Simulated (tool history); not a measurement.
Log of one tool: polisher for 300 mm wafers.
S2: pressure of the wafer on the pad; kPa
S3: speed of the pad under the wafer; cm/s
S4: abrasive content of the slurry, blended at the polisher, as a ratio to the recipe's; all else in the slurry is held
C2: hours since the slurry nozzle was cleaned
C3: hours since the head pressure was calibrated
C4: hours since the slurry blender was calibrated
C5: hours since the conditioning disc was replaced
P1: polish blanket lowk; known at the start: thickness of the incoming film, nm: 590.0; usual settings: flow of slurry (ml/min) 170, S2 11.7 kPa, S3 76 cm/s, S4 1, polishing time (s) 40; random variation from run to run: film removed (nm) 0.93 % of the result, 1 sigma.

{"run": 1, "hour": 4.5, "flow of slurry (ml/min)": 170, "S2": 11.7, "S3": 76, "S4": 1, "polishing time (s)": 40, "wafers polished on this pad": 349, "C2": 484.9, "C3": 700.5, "C4": 204.8, "C5": 188.7, "film removed (nm)": 12.296}
{"run": 2, "hour": 11.5, "flow of slurry (ml/min)": 170, "S2": 11.7, "S3": 76, "S4": 0.55, "polishing time (s)": 40, "wafers polished on this pad": 407, "C2": 491.9, "C3": 707.5, "C4": 211.8, "C5": 195.7, "film removed (nm)": 8.9206}
{"run": 3, "hour": 18.4, "flow of slurry (ml/min)": 170, "S2": 11.7, "S3": 76, "S4": 0.55, "polishing time (s)": 62, "wafers polished on this pad": 464, "C2": 498.8, "C3": 714.4, "C4": 218.7, "C5": 202.6, "film removed (nm)": 13.682}
{"hour": 21.8, "done": "slurry nozzle cleaned"}
{"run": 4, "hour": 23.2, "flow of slurry (ml/min)": 170, "S2": 11.7, "S3": 118, "S4": 1, "polishing time (s)": 40, "wafers polished on this pad": 503, "C2": 1.5, "C3": 719.2, "C4": 223.5, "C5": 207.4, "film removed (nm)": 17.39}
{"run": 5, "hour": 27.8, "flow of slurry (ml/min)": 170, "S2": 11.7, "S3": 76, "S4": 1, "polishing time (s)": 40, "wafers polished on this pad": 541, "C2": 6.1, "C3": 723.8, "C4": 228.1, "C5": 212, "film removed (nm)": 12.008}
{"run": 6, "hour": 32.4, "flow of slurry (ml/min)": 170, "S2": 11.7, "S3": 76, "S4": 1, "polishing time (s)": 40, "wafers polished on this pad": 579, "C2": 10.7, "C3": 728.4, "C4": 232.7, "C5": 216.6, "film removed (nm)": 12.14}
{"run": 7, "hour": 37.4, "flow of slurry (ml/min)": 170, "S2": 11.7, "S3": 42, "S4": 1, "polishing time (s)": 40, "wafers polished on this pad": 621, "C2": 15.7, "C3": 733.4, "C4": 237.7, "C5": 221.6, "film removed (nm)": 7.5341}
{"run": 8, "hour": 44.5, "flow of slurry (ml/min)": 170, "S2": 11.7, "S3": 76, "S4": 1, "polishing time (s)": 40, "wafers polished on this pad": 679, "C2": 22.8, "C3": 740.5, "C4": 244.8, "C5": 228.7, "film removed (nm)": 12.16}
{"run": 9, "hour": 53.5, "flow of slurry (ml/min)": 170, "S2": 17.2, "S3": 76, "S4": 1, "polishing time (s)": 40, "wafers polished on this pad": 754, "C2": 31.8, "C3": 749.5, "C4": 253.8, "C5": 237.7, "film removed (nm)": 17.573}
{"run": 10, "hour": 59.2, "flow of slurry (ml/min)": 170, "S2": 11.7, "S3": 46, "S4": 1.2, "polishing time (s)": 40, "wafers polished on this pad": 801, "C2": 37.5, "C3": 755.2, "C4": 259.5, "C5": 243.4, "film removed (nm)": 8.7078}
{"run": 11, "hour": 66.3, "flow of slurry (ml/min)": 100, "S2": 11.7, "S3": 76, "S4": 1, "polishing time (s)": 40, "wafers polished on this pad": 860, "C2": 44.6, "C3": 762.3, "C4": 266.6, "C5": 250.5, "film removed (nm)": 11.132}
{"run": 12, "hour": 73.6, "flow of slurry (ml/min)": 170, "S2": 11.7, "S3": 76, "S4": 1, "polishing time (s)": 20, "wafers polished on this pad": 920, "C2": 51.9, "C3": 769.6, "C4": 273.9, "C5": 257.8, "film removed (nm)": 6.0621}
{"run": 13, "hour": 79.8, "flow of slurry (ml/min)": 170, "S2": 11.7, "S3": 76, "S4": 1, "polishing time (s)": 40, "wafers polished on this pad": 971, "C2": 58.1, "C3": 775.8, "C4": 280.1, "C5": 264, "film removed (nm)": 12.071}
{"hour": 83.8, "done": "conditioning disc replaced and pad reconditioned"}
{"run": 14, "hour": 89.2, "flow of slurry (ml/min)": 170, "S2": 7.6, "S3": 76, "S4": 1, "polishing time (s)": 40, "wafers polished on this pad": 1049, "C2": 67.5, "C3": 785.2, "C4": 289.5, "C5": 5.5, "film removed (nm)": 7.9248}
{"run": 15, "hour": 96.0, "flow of slurry (ml/min)": 260, "S2": 11.7, "S3": 76, "S4": 1, "polishing time (s)": 40, "wafers polished on this pad": 1105, "C2": 74.3, "C3": 792, "C4": 296.3, "C5": 12.3, "film removed (nm)": 13.035}
{"run": 16, "hour": 103.9, "flow of slurry (ml/min)": 170, "S2": 11.7, "S3": 76, "S4": 1.35, "polishing time (s)": 40, "wafers polished on this pad": 1170, "C2": 82.2, "C3": 799.9, "C4": 304.2, "C5": 20.2, "film removed (nm)": 13.75}
{"run": 17, "hour": 112.2, "flow of slurry (ml/min)": 170, "S2": 11.7, "S3": 76, "S4": 1, "polishing time (s)": 60, "wafers polished on this pad": 1239, "C2": 90.5, "C3": 808.2, "C4": 312.5, "C5": 28.5, "film removed (nm)": 18.347}
{"run": 18, "hour": 120.7, "flow of slurry (ml/min)": 170, "S2": 11.7, "S3": 76, "S4": 1, "polishing time (s)": 40, "wafers polished on this pad": 1309, "C2": 99, "C3": 816.7, "C4": 321, "C5": 37, "film removed (nm)": 12.149}
{"run": 19, "hour": 124.9, "flow of slurry (ml/min)": 170, "S2": 11.7, "S3": 76, "S4": 1, "polishing time (s)": 40, "wafers polished on this pad": 1344, "C2": 103.2, "C3": 820.9, "C4": 325.2, "C5": 41.2, "film removed (nm)": 12.197}
{"run": 20, "hour": 130.4, "flow of slurry (ml/min)": 170, "S2": 11.7, "S3": 76, "S4": 1, "polishing time (s)": 40, "wafers polished on this pad": 1389, "C2": 108.7, "C3": 826.4, "C4": 330.7, "C5": 46.7, "film removed (nm)": 11.797}

The next listed run, before its measurement:
{"run": 21, "hour": 138.7, "flow of slurry (ml/min)": 170, "S2": 11.7, "S3": 76, "S4": 1, "polishing time (s)": 40, "wafers polished on this pad": 1458, "C2": 117, "C3": 834.7, "C4": 339, "C5": 55, "film removed (nm)": "?"}

{"run 21": {"film removed (nm)": 11.464}}
